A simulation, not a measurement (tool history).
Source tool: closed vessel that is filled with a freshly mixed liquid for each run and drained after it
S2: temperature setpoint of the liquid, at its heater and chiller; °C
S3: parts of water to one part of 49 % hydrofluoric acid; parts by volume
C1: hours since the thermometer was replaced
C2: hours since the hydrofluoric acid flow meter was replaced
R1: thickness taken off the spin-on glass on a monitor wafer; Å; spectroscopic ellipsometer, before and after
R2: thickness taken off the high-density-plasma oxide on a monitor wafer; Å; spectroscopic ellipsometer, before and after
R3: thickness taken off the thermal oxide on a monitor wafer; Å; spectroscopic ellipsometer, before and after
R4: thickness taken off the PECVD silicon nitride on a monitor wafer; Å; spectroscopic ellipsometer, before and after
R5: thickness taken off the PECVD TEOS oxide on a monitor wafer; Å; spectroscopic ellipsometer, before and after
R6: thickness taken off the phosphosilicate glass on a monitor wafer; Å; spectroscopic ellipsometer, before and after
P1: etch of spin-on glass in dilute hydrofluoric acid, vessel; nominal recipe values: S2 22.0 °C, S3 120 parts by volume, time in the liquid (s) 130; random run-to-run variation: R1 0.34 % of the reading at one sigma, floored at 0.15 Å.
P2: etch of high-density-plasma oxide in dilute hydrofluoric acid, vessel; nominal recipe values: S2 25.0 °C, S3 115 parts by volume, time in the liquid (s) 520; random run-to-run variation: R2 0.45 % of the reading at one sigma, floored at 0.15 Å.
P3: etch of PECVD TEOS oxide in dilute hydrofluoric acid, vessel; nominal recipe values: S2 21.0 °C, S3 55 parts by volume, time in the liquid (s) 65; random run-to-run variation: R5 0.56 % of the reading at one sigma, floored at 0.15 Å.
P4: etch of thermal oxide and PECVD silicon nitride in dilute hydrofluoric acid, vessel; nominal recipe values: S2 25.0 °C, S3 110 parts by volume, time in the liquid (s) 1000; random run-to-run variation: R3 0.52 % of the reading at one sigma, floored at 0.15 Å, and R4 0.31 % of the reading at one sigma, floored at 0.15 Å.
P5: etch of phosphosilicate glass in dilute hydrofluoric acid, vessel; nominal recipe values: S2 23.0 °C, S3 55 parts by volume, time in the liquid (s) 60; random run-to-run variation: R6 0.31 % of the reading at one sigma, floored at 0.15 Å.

{"run": 1, "hour": 10.4, "process that ran": "P1", "S2": 22.0, "S3": 120, "time in the liquid (s)": 130, "C1": 500.2, "C2": 331.9, "R1": 412.99}
{"run": 2, "hour": 18.7, "process that ran": "P2", "S2": 32.5, "S3": 115, "time in the liquid (s)": 520, "C1": 508.5, "C2": 340.2, "R2": 560.71}
{"run": 3, "hour": 28.4, "process that ran": "P1", "S2": 22.0, "S3": 20, "time in the liquid (s)": 130, "C1": 518.2, "C2": 349.9, "R1": 2811.4}
{"run": 4, "hour": 35.8, "process that ran": "P4", "S2": 32.5, "S3": 110, "time in the liquid (s)": 1000, "C1": 525.6, "C2": 357.3, "R3": 586.27, "R4": 898.45}
{"run": 5, "hour": 47.3, "process that ran": "P1", "S2": 22.0, "S3": 120, "time in the liquid (s)": 30, "C1": 537.1, "C2": 368.8, "R1": 94.658}
{"run": 6, "hour": 54.5, "process that ran": "P2", "S2": 25.0, "S3": 65, "time in the liquid (s)": 520, "C1": 544.3, "C2": 376.0, "R2": 798.17}
{"run": 7, "hour": 64.8, "process that ran": "P1", "S2": 22.0, "S3": 120, "time in the liquid (s)": 130, "C1": 554.6, "C2": 386.3, "R1": 410.78}
{"run": 8, "hour": 75.9, "process that ran": "P3", "S2": 21.0, "S3": 55, "time in the liquid (s)": 65, "C1": 565.7, "C2": 397.4, "R5": 191.49}
{"run": 9, "hour": 86.6, "process that ran": "P1", "S2": 22.0, "S3": 120, "time in the liquid (s)": 130, "C1": 576.4, "C2": 408.1, "R1": 412.7}
{"run": 10, "hour": 98.2, "process that ran": "P4", "S2": 25.0, "S3": 20, "time in the liquid (s)": 1000, "C1": 588.0, "C2": 419.7, "R3": 2778.4, "R4": 2963.8}
{"run": 11, "hour": 105.9, "process that ran": "P5", "S2": 17.0, "S3": 55, "time in the liquid (s)": 60, "C1": 595.7, "C2": 427.4, "R6": 920.41}
{"run": 12, "hour": 119.2, "process that ran": "P5", "S2": 23.0, "S3": 85, "time in the liquid (s)": 60, "C1": 609.0, "C2": 440.7, "R6": 737.33}
{"run": 13, "hour": 131.5, "process that ran": "P1", "S2": 22.0, "S3": 120, "time in the liquid (s)": 130, "C1": 621.3, "C2": 453.0, "R1": 412.23}
{"run": 14, "hour": 140.6, "process that ran": "P3", "S2": 27.0, "S3": 55, "time in the liquid (s)": 65, "C1": 630.4, "C2": 462.1, "R5": 244.24}
{"run": 15, "hour": 154.2, "process that ran": "P1", "S2": 22.0, "S3": 120, "time in the liquid (s)": 130, "C1": 644.0, "C2": 475.7, "R1": 413.61}
{"run": 16, "hour": 165.3, "process that ran": "P5", "S2": 23.0, "S3": 55, "time in the liquid (s)": 90, "C1": 655.1, "C2": 486.8, "R6": 1787.4}
{"run": 17, "hour": 180.1, "process that ran": "P5", "S2": 23.0, "S3": 55, "time in the liquid (s)": 60, "C1": 669.9, "C2": 501.6, "R6": 1191.8}
{"run": 18, "hour": 189.8, "process that ran": "P1", "S2": 17.0, "S3": 120, "time in the liquid (s)": 130, "C1": 679.6, "C2": 511.3, "R1": 335.06}
{"run": 19, "hour": 203.6, "process that ran": "P4", "S2": 25.0, "S3": 110, "time in the liquid (s)": 1630, "C1": 693.4, "C2": 525.1, "R3": 723.2, "R4": 917.05}
{"run": 20, "hour": 213.5, "process that ran": "P2", "S2": 25.0, "S3": 115, "time in the liquid (s)": 520, "C1": 703.3, "C2": 535.0, "R2": 425.0}
{"run": 21, "hour": 222.0, "process that ran": "P1", "S2": 17.0, "S3": 120, "time in the liquid (s)": 190, "C1": 711.8, "C2": 543.5, "R1": 494.21}
{"run": 22, "hour": 229.4, "process that ran": "P5", "S2": 23.0, "S3": 55, "time in the liquid (s)": 60, "C1": 719.2, "C2": 550.9, "R6": 1193.6}
{"run": 23, "hour": 242.8, "process that ran": "P1", "S2": 26.5, "S3": 120, "time in the liquid (s)": 130, "C1": 732.6, "C2": 564.3, "R1": 488.82}
{"run": 24, "hour": 250.2, "process that ran": "P3", "S2": 21.0, "S3": 55, "time in the liquid (s)": 65, "C1": 740.0, "C2": 571.7, "R5": 190.51}
{"run": 25, "hour": 262.5, "process that ran": "P1", "S2": 22.0, "S3": 120, "time in the liquid (s)": 130, "C1": 752.3, "C2": 584.0, "R1": 412.78}
{"run": 26, "hour": 270.1, "process that ran": "P1", "S2": 22.0, "S3": 170, "time in the liquid (s)": 130, "C1": 759.9, "C2": 591.6, "R1": 275.11}
{"run": 27, "hour": 284.2, "process that ran": "P4", "S2": 25.0, "S3": 110, "time in the liquid (s)": 1000, "C1": 774.0, "C2": 605.7, "R3": 442.59, "R4": 560.07}
{"run": 28, "hour": 290.6, "process that ran": "P1", "S2": 22.0, "S3": 120, "time in the liquid (s)": 195, "C1": 780.4, "C2": 612.1, "R1": 616.41}
{"run": 29, "hour": 297.3, "process that ran": "P1", "S2": 22.0, "S3": 35, "time in the liquid (s)": 70, "C1": 787.1, "C2": 618.8, "R1": 840.9}
{"run": 30, "hour": 308.0, "process that ran": "P3", "S2": 21.0, "S3": 95, "time in the liquid (s)": 65, "C1": 797.8, "C2": 629.5, "R5": 105.76}
{"run": 31, "hour": 317.0, "process that ran": "P2", "S2": 25.0, "S3": 115, "time in the liquid (s)": 920, "C1": 806.8, "C2": 638.5, "R2": 753.61}
{"run": 32, "hour": 327.8, "process that ran": "P3", "S2": 21.0, "S3": 55, "time in the liquid (s)": 30, "C1": 817.6, "C2": 649.3, "R5": 87.675}
{"run": 33, "hour": 338.6, "process that ran": "P1", "S2": 22.0, "S3": 120, "time in the liquid (s)": 130, "C1": 828.4, "C2": 660.1, "R1": 410.03}
{"run": 34, "hour": 352.4, "process that ran": "P1", "S2": 22.0, "S3": 120, "time in the liquid (s)": 130, "C1": 842.2, "C2": 673.9, "R1": 421.94}
{"run": 35, "hour": 365.6, "process that ran": "P1", "S2": 22.0, "S3": 120, "time in the liquid (s)": 130, "C1": 855.4, "C2": 687.1, "R1": 427.26}
{"run": 36, "hour": 375.4, "process that ran": "P1", "S2": 22.0, "S3": 120, "time in the liquid (s)": 130, "C1": 865.2, "C2": 696.9, "R1": 429.72}
{"run": 37, "hour": 386.0, "process that ran": "P1", "S2": 22.0, "S3": 120, "time in the liquid (s)": 130, "C1": 875.8, "C2": 707.5, "R1": 431.07}
{"run": 38, "hour": 394.3, "process that ran": "P1", "S2": 22.0, "S3": 120, "time in the liquid (s)": 130, "C1": 884.1, "C2": 715.8, "R1": 430.91}
{"run": 39, "hour": 408.6, "process that ran": "P1", "S2": 22.0, "S3": 120, "time in the liquid (s)": 130, "C1": 898.4, "C2": 730.1, "R1": 435.49}
{"run": 40, "hour": 420.3, "process that ran": "P1", "S2": 22.0, "S3": 120, "time in the liquid (s)": 130, "C1": 910.1, "C2": 741.8, "R1": 435.19}
{"run": 41, "hour": 432.3, "process that ran": "P1", "S2": 22.0, "S3": 120, "time in the liquid (s)": 130, "C1": 922.1, "C2": 753.8, "R1": 433.32}
{"run": 42, "hour": 446.8, "process that ran": "P1", "S2": 22.0, "S3": 120, "time in the liquid (s)": 130, "C1": 936.6, "C2": 768.3, "R1": 435.78}
{"run": 43, "hour": 456.7, "process that ran": "P1", "S2": 22.0, "S3": 120, "time in the liquid (s)": 130, "C1": 946.5, "C2": 778.2, "R1": 435.03}

Something has made what P1 gives creep away from where it was; the 2 causes below, each at its own stated size, fit the log equally well:
A: liquid hotter than its thermometer reads (K) = 1.49
B: hydrofluoric acid flow above the setpoint (%) = 5.31
At approximately hour 338.6, the process output began to creep.

Question marks stand in for the results of the 4 check runs listed below, each run on one wafer. Under which run would the listed causes show clearly different results?
{"run": "check 1", "hour": 466.6, "process that ran": "P3", "S2": 21.0, "S3": 55, "time in the liquid (s)": 65, "R5": "?"}
{"run": "check 2", "hour": 466.6, "process that ran": "P5", "S2": 23.0, "S3": 55, "time in the liquid (s)": 60, "R6": "?"}
{"run": "check 3", "hour": 466.6, "process that ran": "P2", "S2": 25.0, "S3": 115, "time in the liquid (s)": 520, "R2": "?"}
{"run": "check 4", "hour": 466.6, "process that ran": "P4", "S2": 25.0, "S3": 110, "time in the liquid (s)": 1000, "R3": "?", "R4": "?"}

How each check would come out, cause by cause:
check=check_1 result=R5 if_A=203.290 if_B=201.850
check=check_2 result=R6 if_A=1264.50 if_B=1257.00
check=check_3 result=R2 if_A=448.93 if_B=449.59
check=check_4 result=R3 if_A=470.91 if_B=471.39
check=check_4 result=R4 if_A=617.68 if_B=590.46
Per check, the gap between the least separated pair of causes, taken in the result that splits them most: check 1 0.71 %; check 2 0.6 %; check 3 0.15 %; check 4 4.51 %
Check 4 distinguishes between the causes, while the remaining checks would return nearly the same result for all of them.

Here is what check 4 returned: R3 470.05 Å; R4 614.31 Å. Which cause is it?

A is the cause: liquid hotter than its thermometer reads (K).
